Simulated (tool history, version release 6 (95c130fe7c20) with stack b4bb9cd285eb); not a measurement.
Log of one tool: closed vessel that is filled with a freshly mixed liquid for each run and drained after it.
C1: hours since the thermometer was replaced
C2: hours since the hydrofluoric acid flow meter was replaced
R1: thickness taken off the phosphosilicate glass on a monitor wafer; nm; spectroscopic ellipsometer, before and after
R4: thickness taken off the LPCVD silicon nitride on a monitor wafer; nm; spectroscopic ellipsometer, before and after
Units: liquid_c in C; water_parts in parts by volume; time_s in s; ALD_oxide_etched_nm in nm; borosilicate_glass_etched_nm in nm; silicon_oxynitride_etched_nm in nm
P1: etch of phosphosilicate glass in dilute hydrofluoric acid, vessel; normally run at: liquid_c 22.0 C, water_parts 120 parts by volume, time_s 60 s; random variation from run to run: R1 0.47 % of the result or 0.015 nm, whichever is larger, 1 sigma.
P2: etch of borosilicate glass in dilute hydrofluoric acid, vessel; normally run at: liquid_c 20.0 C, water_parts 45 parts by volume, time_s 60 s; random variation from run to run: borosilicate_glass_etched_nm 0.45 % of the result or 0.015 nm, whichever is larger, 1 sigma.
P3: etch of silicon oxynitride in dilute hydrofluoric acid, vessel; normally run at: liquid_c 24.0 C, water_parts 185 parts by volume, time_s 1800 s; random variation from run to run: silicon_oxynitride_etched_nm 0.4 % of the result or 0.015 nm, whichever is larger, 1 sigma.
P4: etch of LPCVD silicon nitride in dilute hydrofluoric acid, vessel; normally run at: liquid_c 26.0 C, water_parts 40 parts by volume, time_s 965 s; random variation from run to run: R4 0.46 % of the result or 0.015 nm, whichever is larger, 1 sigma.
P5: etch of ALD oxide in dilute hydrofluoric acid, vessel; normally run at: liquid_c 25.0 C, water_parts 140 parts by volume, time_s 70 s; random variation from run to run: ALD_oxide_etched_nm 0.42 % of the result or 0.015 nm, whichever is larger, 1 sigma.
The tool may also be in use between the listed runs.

{"run": 1, "day": 0.458, "process": "P1", "liquid_c": 22.0, "water_parts": 120, "time_s": 60, "C1": 237.6, "C2": 966.9, "R1": 39.359}
{"run": 2, "day": 0.879, "process": "P1", "liquid_c": 22.0, "water_parts": 120, "time_s": 60, "C1": 247.7, "C2": 977.0, "R1": 38.975}
{"run": 3, "day": 1.138, "process": "P5", "liquid_c": 25.0, "water_parts": 55, "time_s": 70, "C1": 253.9, "C2": 983.2, "ALD_oxide_etched_nm": 29.727}
{"run": 4, "day": 1.529, "process": "P2", "liquid_c": 20.0, "water_parts": 45, "time_s": 30, "C1": 263.3, "C2": 992.6, "borosilicate_glass_etched_nm": 19.176}
{"run": 5, "day": 1.762, "process": "P4", "liquid_c": 26.0, "water_parts": 40, "time_s": 30, "C1": 268.9, "C2": 998.2, "R4": 0.40932}
{"run": 6, "day": 1.975, "process": "P1", "liquid_c": 22.0, "water_parts": 120, "time_s": 60, "C1": 274.0, "C2": 1003.3, "R1": 39.249}
{"run": 7, "day": 2.346, "process": "P3", "liquid_c": 24.0, "water_parts": 250, "time_s": 1800, "C1": 282.9, "C2": 1012.2, "silicon_oxynitride_etched_nm": 17.577}
{"run": 8, "day": 2.758, "process": "P3", "liquid_c": 24.0, "water_parts": 185, "time_s": 1800, "C1": 292.8, "C2": 1022.1, "silicon_oxynitride_etched_nm": 25.121}
{"run": 9, "day": 3.112, "process": "P4", "liquid_c": 20.5, "water_parts": 40, "time_s": 965, "C1": 301.3, "C2": 1030.6, "R4": 8.7906}
{"run": 10, "day": 3.479, "process": "P5", "liquid_c": 20.0, "water_parts": 140, "time_s": 70, "C1": 310.1, "C2": 1039.4, "ALD_oxide_etched_nm": 8.6638}
{"run": 11, "day": 3.846, "process": "P1", "liquid_c": 22.0, "water_parts": 120, "time_s": 60, "C1": 318.9, "C2": 1048.2, "R1": 39.604}
{"run": 12, "day": 4.271, "process": "P1", "liquid_c": 22.0, "water_parts": 65, "time_s": 60, "C1": 329.1, "C2": 1058.4, "R1": 77.41}
{"run": 13, "day": 4.75, "process": "P5", "liquid_c": 25.0, "water_parts": 140, "time_s": 30, "C1": 340.6, "C2": 1069.9, "ALD_oxide_etched_nm": 4.5272}
{"run": 14, "day": 5.192, "process": "P1", "liquid_c": 22.0, "water_parts": 120, "time_s": 30, "C1": 351.2, "C2": 1080.5, "R1": 19.876}
{"run": 15, "day": 5.471, "process": "P1", "liquid_c": 22.0, "water_parts": 120, "time_s": 115, "C1": 357.9, "C2": 1087.2, "R1": 75.615}
{"run": 16, "day": 5.812, "process": "P4", "liquid_c": 26.0, "water_parts": 40, "time_s": 965, "C1": 366.1, "C2": 1095.4, "R4": 12.718}
{"run": 17, "day": 6.2, "process": "P4", "liquid_c": 26.0, "water_parts": 70, "time_s": 965, "C1": 375.4, "C2": 1104.7, "R4": 7.2845}
{"run": 18, "day": 6.533, "process": "P1", "liquid_c": 17.5, "water_parts": 120, "time_s": 60, "C1": 383.4, "C2": 1112.7, "R1": 33.012}
{"run": 19, "day": 7.0, "process": "P5", "liquid_c": 25.0, "water_parts": 140, "time_s": 70, "C1": 394.6, "C2": 1123.9, "ALD_oxide_etched_nm": 10.562}
{"run": 20, "day": 7.242, "process": "P2", "liquid_c": 20.0, "water_parts": 65, "time_s": 60, "C1": 400.4, "C2": 1129.7, "borosilicate_glass_etched_nm": 26.193}
{"day": 7.421, "done": "thermometer replaced"}
{"run": 21, "day": 7.529, "process": "P1", "liquid_c": 22.0, "water_parts": 45, "time_s": 85, "C1": 2.6, "C2": 1136.6, "R1": 163.52}
{"run": 22, "day": 8.004, "process": "P1", "liquid_c": 30.0, "water_parts": 120, "time_s": 60, "C1": 14.0, "C2": 1148.0, "R1": 53.565}
{"run": 23, "day": 8.308, "process": "P1", "liquid_c": 22.0, "water_parts": 195, "time_s": 95, "C1": 21.3, "C2": 1155.3, "R1": 35.496}
{"run": 24, "day": 8.7, "process": "P3", "liquid_c": 31.0, "water_parts": 185, "time_s": 1800, "C1": 30.7, "C2": 1164.7, "silicon_oxynitride_etched_nm": 33.822}
{"run": 25, "day": 9.029, "process": "P1", "liquid_c": 22.0, "water_parts": 220, "time_s": 60, "C1": 38.6, "C2": 1172.6, "R1": 19.278}
{"run": 26, "day": 9.4, "process": "P2", "liquid_c": 17.0, "water_parts": 45, "time_s": 60, "C1": 47.5, "C2": 1181.5, "borosilicate_glass_etched_nm": 33.935}
{"run": 27, "day": 9.633, "process": "P1", "liquid_c": 22.0, "water_parts": 120, "time_s": 60, "C1": 53.1, "C2": 1187.1, "R1": 39.327}
{"run": 28, "day": 10.096, "process": "P2", "liquid_c": 20.0, "water_parts": 45, "time_s": 60, "C1": 64.2, "C2": 1198.2, "borosilicate_glass_etched_nm": 38.375}
{"run": 29, "day": 10.538, "process": "P3", "liquid_c": 24.0, "water_parts": 185, "time_s": 590, "C1": 74.8, "C2": 1208.8, "silicon_oxynitride_etched_nm": 8.1866}
{"run": 30, "day": 10.867, "process": "P1", "liquid_c": 22.0, "water_parts": 120, "time_s": 60, "C1": 82.7, "C2": 1216.7, "R1": 39.573}
{"run": 31, "day": 11.3, "process": "P1", "liquid_c": 22.0, "water_parts": 120, "time_s": 60, "C1": 93.1, "C2": 1227.1, "R1": 38.465}
{"run": 32, "day": 11.508, "process": "P1", "liquid_c": 22.0, "water_parts": 120, "time_s": 60, "C1": 98.1, "C2": 1232.1, "R1": 38.294}
{"run": 33, "day": 11.858, "process": "P1", "liquid_c": 22.0, "water_parts": 120, "time_s": 60, "C1": 106.5, "C2": 1240.5, "R1": 38.315}
{"run": 34, "day": 12.304, "process": "P1", "liquid_c": 22.0, "water_parts": 120, "time_s": 60, "C1": 117.2, "C2": 1251.2, "R1": 37.508}
{"run": 35, "day": 12.542, "process": "P1", "liquid_c": 22.0, "water_parts": 120, "time_s": 60, "C1": 122.9, "C2": 1256.9, "R1": 37.445}
{"run": 36, "day": 13.008, "process": "P1", "liquid_c": 22.0, "water_parts": 120, "time_s": 60, "C1": 134.1, "C2": 1268.1, "R1": 37.159}
{"run": 37, "day": 13.338, "process": "P1", "liquid_c": 22.0, "water_parts": 120, "time_s": 60, "C1": 142.0, "C2": 1276.0, "R1": 37.092}
{"run": 38, "day": 13.817, "process": "P1", "liquid_c": 22.0, "water_parts": 120, "time_s": 60, "C1": 153.5, "C2": 1287.5, "R1": 37.064}
{"run": 39, "day": 14.046, "process": "P1", "liquid_c": 22.0, "water_parts": 120, "time_s": 60, "C1": 159.0, "C2": 1293.0, "R1": 36.964}
{"run": 40, "day": 14.404, "process": "P1", "liquid_c": 22.0, "water_parts": 120, "time_s": 60, "C1": 167.6, "C2": 1301.6, "R1": 36.755}
{"run": 41, "day": 14.696, "process": "P1", "liquid_c": 22.0, "water_parts": 120, "time_s": 60, "C1": 174.6, "C2": 1308.6, "R1": 37.134}

What P1 gives has crept away from where it was. These 2 causes fit the log equally well, each at the size given:
A: hydrofluoric acid flow below the setpoint (%) = 5.46
B: liquid colder than its thermometer reads (K) = 1.6
The creep began at about day 10.867.

4 check runs are offered, one wafer each, their results left as question marks. Which one tells the causes apart?
{"run": "check 1", "day": 14.988, "process": "P4", "liquid_c": 26.0, "water_parts": 40, "time_s": 965, "R4": "?"}
{"run": "check 2", "day": 14.988, "process": "P3", "liquid_c": 24.0, "water_parts": 185, "time_s": 1800, "silicon_oxynitride_etched_nm": "?"}
{"run": "check 3", "day": 14.988, "process": "P2", "liquid_c": 20.0, "water_parts": 45, "time_s": 60, "borosilicate_glass_etched_nm": "?"}
{"run": "check 4", "day": 14.988, "process": "P5", "liquid_c": 25.0, "water_parts": 140, "time_s": 70, "ALD_oxide_etched_nm": "?"}

What each check would give under each cause:
check=check_1 result=R4 if_A=12.08800 if_B=11.46800
check=check_2 result=silicon_oxynitride_etched_nm if_A=23.4090 if_B=23.2150
check=check_3 result=borosilicate_glass_etched_nm if_A=36.365 if_B=36.028
check=check_4 result=ALD_oxide_etched_nm if_A=9.8678 if_B=9.9098
How far apart the two closest causes lie, in the result that separates them most: check 1 5.26 %; check 2 0.83 %; check 3 0.93 %; check 4 0.42 %
Only check 1 tells the causes apart: in the others they would give nearly the same result.

Then check 1 was run and gave: R4 11.48900 nm. Which cause is it?

It is B: liquid colder than its thermometer reads (K).
